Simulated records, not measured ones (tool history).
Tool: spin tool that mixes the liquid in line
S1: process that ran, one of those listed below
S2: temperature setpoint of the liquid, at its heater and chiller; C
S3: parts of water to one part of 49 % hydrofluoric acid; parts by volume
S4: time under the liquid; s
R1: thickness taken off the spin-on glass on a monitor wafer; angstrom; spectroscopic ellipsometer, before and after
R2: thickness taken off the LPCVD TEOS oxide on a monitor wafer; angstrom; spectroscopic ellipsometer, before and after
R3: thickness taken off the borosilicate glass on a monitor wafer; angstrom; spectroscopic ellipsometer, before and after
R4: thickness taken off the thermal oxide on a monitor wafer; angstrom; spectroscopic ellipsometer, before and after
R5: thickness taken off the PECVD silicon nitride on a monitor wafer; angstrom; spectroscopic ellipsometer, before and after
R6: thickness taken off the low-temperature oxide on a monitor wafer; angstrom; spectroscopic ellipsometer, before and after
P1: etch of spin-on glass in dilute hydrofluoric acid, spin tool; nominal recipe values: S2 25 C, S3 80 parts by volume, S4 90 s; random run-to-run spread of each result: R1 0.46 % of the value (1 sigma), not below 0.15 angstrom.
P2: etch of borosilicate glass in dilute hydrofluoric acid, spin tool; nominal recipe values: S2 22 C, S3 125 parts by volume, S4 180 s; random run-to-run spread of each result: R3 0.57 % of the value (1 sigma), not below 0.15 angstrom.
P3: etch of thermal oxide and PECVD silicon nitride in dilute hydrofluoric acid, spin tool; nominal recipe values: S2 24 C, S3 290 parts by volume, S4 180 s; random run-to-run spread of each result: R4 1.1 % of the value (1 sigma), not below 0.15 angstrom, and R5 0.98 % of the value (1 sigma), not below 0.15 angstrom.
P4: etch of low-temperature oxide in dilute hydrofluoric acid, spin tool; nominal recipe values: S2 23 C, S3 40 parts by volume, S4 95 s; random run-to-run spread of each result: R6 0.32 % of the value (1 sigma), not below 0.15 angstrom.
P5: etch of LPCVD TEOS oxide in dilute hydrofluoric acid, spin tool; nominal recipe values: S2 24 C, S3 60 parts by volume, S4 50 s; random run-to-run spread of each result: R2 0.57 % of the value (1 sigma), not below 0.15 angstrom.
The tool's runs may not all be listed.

run   hour  S1    S2   S3   S4      R1      R2      R3      R4      R5      R6
  1    7.4  P1    25   80   90  402.51
  2   22.4  P5    24   60   15          51.696
  3   31.9  P2  28.5  125  180                  273.55
  4     42  P1    25   80   90   405.3
  5   55.9  P2    22  125  310                  372.74
  6     71  P3    24  440  180                           13.36  16.097
  7   83.5  P1    25   35   90  977.16
  8   98.1  P1    32   80   90  524.74
  9  112.7  P1    25   80   90   404.8
 10  126.2  P5    24   60   50          171.11
 11  134.3  P1    25   80   90  406.67
 12  145.9  P1    18   80   90  302.79
 13  154.5  P5    24  105   50          92.226
 14  165.7  P4    17   40   95                                          394.61
 15  177.5  P4    23   70   95                                          280.45
 16    191  P4    23   40  170                                          913.08
 17  200.3  P3    24  290  360                          47.506  48.441
 18  213.7  P1    25   80  150  675.15
 19  224.8  P1    25   80   15  67.906
 20  238.4  P5    24   60   50          171.66
 21  249.3  P1    25  120   90  255.97
 22  259.4  P2    22  180  180                  140.69
 23    274  P5    18   60   50          132.82
 24  288.8  P3    24  290  180                          23.724  24.468
 25  297.1  P4    23   40   95                                          508.74
 26  311.4  P1    25   80   90  404.26
 27  324.4  P3    17  290  180                          17.856  15.661
 28    340  P1    30   80  165  900.07
 29  352.2  P1    25   80   90  404.31
 30  360.5  P2    22  125  180                  215.29
 31  369.8  P1    25   80   90  401.93
 32  379.6  P1    25   80   90  412.09
 33  394.4  P1    25   80   90  420.04
 34  404.4  P1    25   80   90  422.64
 35  412.8  P1    25   80   90  426.15
 36  421.6  P1    25   80   90  426.87
 37  430.6  P1    25   80   90  428.62
 38  442.6  P1    25   80   90  428.42
 39  451.4  P1    25   80   90  424.75
 40  465.1  P1    25   80   90  429.28
 41  478.3  P1    25   80   90  429.32
 42  490.9  P1    25   80   90  429.66

The log shows P1 creeping away from where it was. Any of the 2 causes listed here, at the size stated for it, fits the log just as well as the others:
A: liquid hotter than its thermometer reads (K) = 1.58
B: hydrofluoric acid flow above the setpoint (%) = 5.84
The drift started at roughly hour 369.8.

Each of the check runs listed below is run on 5 wafers and reports their average, with the results left as question marks. Pick the one under which the possible causes would lead to clearly different results.
check 1  503.5  P2  25  125  180           ?
check 2  503.5  P3  24  290  280               ?   ?
check 3  503.5  P4  23   65   95                       ?
check 4  503.5  P5  24   80   50       ?

If the cause were each of the candidates in turn, the checks would give the following:
  check  result    if A    if B
check 1      R3  257.64  258.87
check 2      R4  38.603  39.301
check 2      R5  41.735  40.108
check 3      R6  324.24  323.27
check 4      R2  132.61  132.51
How far apart the two closest causes lie, in the result that separates them most: check 1 0.48 %; check 2 3.98 %; check 3 0.3 %; check 4 0.08 %
Of the check runs offered, only check 2 discriminates between the causes; the rest would read about the same regardless of which cause applies.

Check 2 was carried out, with these results: R4 38.601 angstrom; R5 41.515 angstrom. Which of the listed causes is responsible?

It is A: liquid hotter than its thermometer reads (K).
